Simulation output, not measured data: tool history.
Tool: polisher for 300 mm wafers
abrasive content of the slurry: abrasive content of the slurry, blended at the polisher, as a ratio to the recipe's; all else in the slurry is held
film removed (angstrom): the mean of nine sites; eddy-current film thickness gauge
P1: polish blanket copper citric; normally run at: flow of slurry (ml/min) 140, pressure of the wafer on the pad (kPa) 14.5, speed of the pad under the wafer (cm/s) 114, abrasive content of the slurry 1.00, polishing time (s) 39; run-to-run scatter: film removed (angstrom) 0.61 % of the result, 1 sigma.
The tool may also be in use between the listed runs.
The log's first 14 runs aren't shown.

run,hour,flow of slurry (ml/min),pressure of the wafer on the pad (kPa),speed of the pad under the wafer (cm/s),abrasive content of the slurry,polishing time (s),wafers polished on this pad,hours since the slurry nozzle was cleaned,hours since the head pressure was calibrated,hours since the slurry blender was calibrated,film removed (angstrom)
15,177.4,140,14.5,114,1.00,39,1830,509.8,810.6,287.5,786.03
16,194.6,85,14.5,114,1.00,39,1997,527.0,827.8,304.7,697.31
17,210.5,85,14.5,60,1.00,39,2152,542.9,843.7,320.6,377.11
18,227.2,175,14.5,114,1.00,39,2314,559.6,860.4,337.3,816.56
19,242.1,140,14.5,114,1.00,27,2459,574.5,875.3,352.2,549.03
20,251.3,140,14.5,114,1.00,39,2548,583.7,884.5,361.4,788.43
21,262.3,140,14.5,114,1.00,39,2655,594.7,895.5,372.4,782.99
22,274.9,140,14.5,114,1.00,39,2778,607.3,908.1,385.0,773.37
23,288.3,140,14.5,114,1.00,39,2908,620.7,921.5,398.4,759.66
24,298.0,140,14.5,114,1.00,39,3003,630.4,931.2,408.1,748.12
25,308.0,140,14.5,114,1.00,39,3100,640.4,941.2,418.1,733.68
# hour 317.3: worn pad replaced by a new one
# hour 324.4: slurry blender recalibrated
26,325.0,140,14.5,114,1.00,39,75,657.4,958.2,0.7,735.45
27,334.3,140,14.5,114,1.00,39,166,666.7,967.5,10.0,730.58

Run 28 comes next. What will it give?
28,347.8,140,14.5,114,1.00,39,297,680.2,981.0,23.5,?

Run 28 gave film removed (angstrom) 733.74.

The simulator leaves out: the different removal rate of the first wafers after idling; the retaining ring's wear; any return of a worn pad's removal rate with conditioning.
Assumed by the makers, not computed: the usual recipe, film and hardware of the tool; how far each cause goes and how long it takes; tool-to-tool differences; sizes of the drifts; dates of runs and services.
